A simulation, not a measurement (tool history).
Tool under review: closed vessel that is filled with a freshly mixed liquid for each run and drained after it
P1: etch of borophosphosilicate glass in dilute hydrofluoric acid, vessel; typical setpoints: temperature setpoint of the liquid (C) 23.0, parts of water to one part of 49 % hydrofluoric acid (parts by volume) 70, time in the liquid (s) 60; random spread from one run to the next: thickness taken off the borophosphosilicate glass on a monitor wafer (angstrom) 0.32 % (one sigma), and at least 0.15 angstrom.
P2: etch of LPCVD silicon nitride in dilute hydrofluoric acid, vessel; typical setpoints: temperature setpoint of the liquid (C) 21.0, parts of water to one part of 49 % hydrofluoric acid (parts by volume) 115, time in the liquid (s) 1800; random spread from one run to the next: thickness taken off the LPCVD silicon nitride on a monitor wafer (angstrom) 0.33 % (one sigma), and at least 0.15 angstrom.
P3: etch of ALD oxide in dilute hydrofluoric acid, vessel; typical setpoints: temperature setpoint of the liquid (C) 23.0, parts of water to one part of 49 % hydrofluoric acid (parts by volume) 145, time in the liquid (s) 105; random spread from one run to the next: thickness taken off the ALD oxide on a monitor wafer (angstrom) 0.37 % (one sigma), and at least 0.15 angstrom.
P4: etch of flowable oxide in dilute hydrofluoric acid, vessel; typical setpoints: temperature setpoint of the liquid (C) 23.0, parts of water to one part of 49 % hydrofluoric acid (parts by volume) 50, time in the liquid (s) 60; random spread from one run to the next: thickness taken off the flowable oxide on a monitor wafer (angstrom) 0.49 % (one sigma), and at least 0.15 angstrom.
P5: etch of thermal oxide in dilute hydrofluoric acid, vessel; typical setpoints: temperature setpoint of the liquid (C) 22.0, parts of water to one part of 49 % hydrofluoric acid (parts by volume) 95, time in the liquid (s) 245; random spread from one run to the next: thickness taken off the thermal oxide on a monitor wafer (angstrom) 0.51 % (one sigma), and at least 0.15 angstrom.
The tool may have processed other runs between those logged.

run	hour	process that ran	temperature setpoint of the liquid (C)	parts of water to one part of 49 % hydrofluoric acid (parts by volume)	time in the liquid (s)	hours since the thermometer was replaced	hours since the hydrofluoric acid flow meter was replaced	thickness taken off the borophosphosilicate glass on a monitor wafer (angstrom)	thickness taken off the ALD oxide on a monitor wafer (angstrom)	thickness taken off the LPCVD silicon nitride on a monitor wafer (angstrom)	thickness taken off the thermal oxide on a monitor wafer (angstrom)	thickness taken off the flowable oxide on a monitor wafer (angstrom)
1	6.9	P1	23.0	70	60	791.3	233.7	501.00				
2	16.3	P3	23.0	145	105	800.7	243.1		114.490			
3	27.7	P1	17.0	70	60	812.1	254.5	392.66				
4	36.0	P2	21.0	115	2660	820.4	262.8			95.481		
5	42.2	P5	28.0	95	245	826.6	269.0				146.52	
6	52.8	P5	22.0	20	245	837.2	279.6				602.51	
7	60.4	P1	23.0	70	60	844.8	287.2	503.63				
8	69.4	P1	23.0	70	60	853.8	296.2	504.84				
9	75.6	P1	23.0	70	30	860.0	302.4	250.60				
10	85.6	P1	27.5	70	30	870.0	312.4	300.06				
11	97.6	P1	23.0	70	60	882.0	324.4	502.97				
12	103.7	P4	23.0	50	30	888.1	330.5					169.89
13	113.4	P4	23.0	50	60	897.8	340.2					343.42
14	121.7	P2	21.0	115	1800	906.1	348.5			64.375		
15	133.3	P4	19.0	50	60	917.7	360.1					287.78
16	143.3	P5	22.0	95	420	927.7	370.1				197.63	
# hour 146.9: hydrofluoric acid flow meter replaced
17	153.8	P1	28.0	70	60	938.2	6.9	614.00				
18	162.0	P1	23.0	70	60	946.4	15.1	499.46				
19	173.0	P3	23.0	145	105	957.4	26.1		114.800			
20	180.1	P2	21.0	115	1800	964.5	33.2			63.986		
21	191.9	P4	23.0	50	60	976.3	45.0					338.98
22	197.3	P1	23.0	20	60	981.7	50.4	1873.90				
23	203.9	P4	23.0	90	60	988.3	57.0					181.34
24	214.4	P1	30.0	70	30	998.8	67.5	330.56				
25	220.9	P2	17.0	115	1800	1005.3	74.0			49.150		
26	229.5	P3	23.0	225	105	1013.9	82.6		67.817			
27	240.9	P1	23.0	105	60	1025.3	94.0	321.29				
28	250.3	P3	23.0	145	35	1034.7	103.4		38.249			
29	256.2	P1	17.5	70	115	1040.6	109.3	764.00				
30	268.0	P5	22.0	95	245	1052.4	121.1				114.49	
31	278.1	P1	23.0	70	60	1062.5	131.2	501.09				
32	288.5	P1	23.0	70	105	1072.9	141.6	875.86				
33	300.1	P3	19.0	145	105	1084.5	153.2		98.075			
34	306.0	P2	21.0	45	1800	1090.4	159.1			160.350		
35	313.2	P1	23.0	70	60	1097.6	166.3	501.17				
36	323.2	P1	23.0	70	60	1107.6	176.3	483.10				
37	333.3	P1	23.0	70	60	1117.7	186.4	474.08				
38	340.5	P1	23.0	70	60	1124.9	193.6	471.55				
39	350.5	P1	23.0	70	60	1134.9	203.6	469.44				
40	360.9	P1	23.0	70	60	1145.3	214.0	465.17				
41	368.0	P1	23.0	70	60	1152.4	221.1	463.80				
42	375.7	P1	23.0	70	60	1160.1	228.8	464.18				

What P1 gives has crept away from where it was. These 2 causes fit the log equally well, each at the size given:
A: liquid colder than its thermometer reads (K) = 1.86
B: hydrofluoric acid flow below the setpoint (%) = 6.75
The drift started at roughly hour 313.2.

Listed below are the offered check runs, one wafer per run, with question marks in place of results. For which of them would the causes give clearly different outcomes?
check 1	383.4	P4	23.0	50	60							?
check 2	383.4	P5	22.0	95	245						?	
check 3	383.4	P3	23.0	145	105				?			
check 4	383.4	P2	21.0	115	1800					?		

Outcome of each check run for each possible cause:
check	result	if A	if B
check 1	thickness taken off the flowable oxide on a monitor wafer (angstrom)	315.79	316.78
check 2	thickness taken off the thermal oxide on a monitor wafer (angstrom)	106.86	106.64
check 3	thickness taken off the ALD oxide on a monitor wafer (angstrom)	106.730	105.790
check 4	thickness taken off the LPCVD silicon nitride on a monitor wafer (angstrom)	56.677	60.030
Gap, in per cent, between the two causes that each check separates least, read from the result that separates them most: check 1 0.32 %; check 2 0.21 %; check 3 0.89 %; check 4 5.75 %
Check 4 distinguishes between the causes, while the remaining checks would return nearly the same result for all of them.

With check 4 done, the readings were: thickness taken off the LPCVD silicon nitride on a monitor wafer (angstrom) 59.838. Identify which of the listed causes applies.

The cause is B: hydrofluoric acid flow below the setpoint (%).
